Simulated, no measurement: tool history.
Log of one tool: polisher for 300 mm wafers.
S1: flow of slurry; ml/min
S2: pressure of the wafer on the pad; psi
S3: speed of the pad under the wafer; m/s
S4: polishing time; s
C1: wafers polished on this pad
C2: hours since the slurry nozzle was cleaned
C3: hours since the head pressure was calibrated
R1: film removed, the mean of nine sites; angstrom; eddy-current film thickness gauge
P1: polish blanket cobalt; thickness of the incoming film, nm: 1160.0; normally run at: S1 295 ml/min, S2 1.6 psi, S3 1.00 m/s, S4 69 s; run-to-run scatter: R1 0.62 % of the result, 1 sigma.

run,hour,S1,S2,S3,S4,C1,C2,C3,R1
1,8.8,295,1.6,1.00,69,456,465.9,117.5,2951.6
2,23.2,295,1.6,1.00,103,609,480.3,131.9,4414.2
3,37.6,295,1.6,1.00,69,762,494.7,146.3,2929.1
4,52.2,295,1.6,1.26,69,916,509.3,160.9,3746.3
5,60.9,295,1.6,0.46,69,1009,518.0,169.6,1368.2
6,74.0,295,1.6,1.00,31,1148,531.1,182.7,1327.9
7,91.1,295,1.6,1.00,69,1329,548.2,199.8,2958.3
8,101.1,210,1.6,0.50,69,1435,558.2,209.8,1418.1
9,112.7,295,1.6,1.00,69,1558,569.8,221.4,2961.7
10,127.5,295,1.6,1.00,69,1715,584.6,236.2,2938.6
11,138.0,295,1.6,1.00,69,1827,595.1,246.7,2928.1
12,148.4,295,2.5,1.00,69,1937,605.5,257.1,4592.7
13,162.0,385,1.6,1.00,69,2081,619.1,270.7,3006.4
14,179.1,175,1.6,1.00,69,2263,636.2,287.8,2745.0
15,187.5,295,1.6,0.66,43,2352,644.6,296.2,1197.2
16,205.3,295,1.6,1.00,69,2540,662.4,314.0,2911.7
17,223.5,295,1.1,1.00,69,2734,680.6,332.2,2023.6
18,234.2,295,1.6,1.00,69,2847,691.3,342.9,2946.2
19,247.1,295,1.6,1.00,69,2984,704.2,355.8,2907.2
20,264.0,295,1.6,1.00,69,3163,721.1,372.7,2895.0
21,274.6,295,1.6,1.00,69,3276,731.7,383.3,2853.8
22,284.2,295,1.6,1.00,69,3377,741.3,392.9,2855.6
23,293.6,295,1.6,1.00,69,3477,750.7,402.3,2844.7
24,307.6,295,1.6,1.00,69,3626,764.7,416.3,2840.0

The next listed run, before its measurement:
25,322.8,295,1.6,1.00,69,3787,779.9,431.5,?

Run 25 gave R1 2836.7 angstrom.
